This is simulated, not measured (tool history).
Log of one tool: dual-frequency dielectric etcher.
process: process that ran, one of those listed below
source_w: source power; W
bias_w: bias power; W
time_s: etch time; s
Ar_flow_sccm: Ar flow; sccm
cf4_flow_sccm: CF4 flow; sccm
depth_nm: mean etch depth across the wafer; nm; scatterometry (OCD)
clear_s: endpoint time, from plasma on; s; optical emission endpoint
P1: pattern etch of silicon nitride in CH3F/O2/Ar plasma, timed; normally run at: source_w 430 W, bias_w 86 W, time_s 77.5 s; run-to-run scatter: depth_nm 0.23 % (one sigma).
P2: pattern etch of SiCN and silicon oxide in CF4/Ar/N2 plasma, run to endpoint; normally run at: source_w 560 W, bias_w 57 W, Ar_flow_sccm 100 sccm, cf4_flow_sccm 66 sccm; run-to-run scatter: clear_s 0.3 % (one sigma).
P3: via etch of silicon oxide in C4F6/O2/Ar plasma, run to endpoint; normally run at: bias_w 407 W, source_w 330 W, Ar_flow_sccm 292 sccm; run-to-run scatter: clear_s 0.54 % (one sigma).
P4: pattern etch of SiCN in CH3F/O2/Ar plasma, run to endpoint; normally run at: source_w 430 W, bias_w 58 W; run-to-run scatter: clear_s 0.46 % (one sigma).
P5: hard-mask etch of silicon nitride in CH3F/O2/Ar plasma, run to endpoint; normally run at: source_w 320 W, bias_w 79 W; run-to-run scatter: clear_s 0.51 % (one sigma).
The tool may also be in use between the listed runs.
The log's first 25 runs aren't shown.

| run | hour | process | source_w | bias_w | time_s | Ar_flow_sccm | cf4_flow_sccm | hours since the last wet clean | hours since the last source power generator calibration | hours since the last bias power generator calibration | depth_nm | clear_s |
|---|---|---|---|---|---|---|---|---|---|---|---|---|
| 26 | 219 | P5 | 410 | 79 |  |  |  | 427 | 1277.8 | 600.7 |  | 41.108 |
| 27 | 225.4 | P3 | 330 | 407 |  | 292 |  | 433.4 | 1284.2 | 607.1 |  | 33.51 |
| 28 | 234.5 | P4 | 250 | 58 |  |  |  | 442.5 | 1293.3 | 616.2 |  | 27.194 |
| 29 | 245.5 | P2 | 420 | 57 |  | 100 | 66 | 453.5 | 1304.3 | 627.2 |  | 13.842 |
| 30 | 257.1 | P1 | 430 | 86 | 77.5 |  |  | 465.1 | 1315.9 | 638.8 | 59.701 |  |
| 31 | 262.6 | P1 | 430 | 86 | 77.5 |  |  | 470.6 | 1321.4 | 644.3 | 60.177 |  |
| 32 | 273.9 | P1 | 430 | 86 | 77.5 |  |  | 481.9 | 1332.7 | 655.6 | 60.51 |  |
| 33 | 279.8 | P1 | 430 | 86 | 77.5 |  |  | 487.8 | 1338.6 | 661.5 | 60.545 |  |
|  | 282 | wet clean of the chamber |
| 34 | 288 | P1 | 430 | 86 | 77.5 |  |  | 6.1 | 1346.8 | 669.7 | 60.616 |  |
| 35 | 294 | P1 | 430 | 86 | 77.5 |  |  | 12.1 | 1352.8 | 675.7 | 60.664 |  |
| 36 | 300.4 | P1 | 430 | 86 | 77.5 |  |  | 18.5 | 1359.2 | 682.1 | 60.606 |  |
| 37 | 306.8 | P1 | 430 | 86 | 77.5 |  |  | 24.9 | 1365.6 | 688.5 | 60.46 |  |
| 38 | 313.5 | P1 | 430 | 86 | 77.5 |  |  | 31.6 | 1372.3 | 695.2 | 60.518 |  |

Run 39 comes next. What will it give?
| 39 | 318.6 | P1 | 430 | 86 | 77.5 |  |  | 36.7 | 1377.4 | 700.3 | ? |  |

Run 39 gave depth_nm 60.689 nm.

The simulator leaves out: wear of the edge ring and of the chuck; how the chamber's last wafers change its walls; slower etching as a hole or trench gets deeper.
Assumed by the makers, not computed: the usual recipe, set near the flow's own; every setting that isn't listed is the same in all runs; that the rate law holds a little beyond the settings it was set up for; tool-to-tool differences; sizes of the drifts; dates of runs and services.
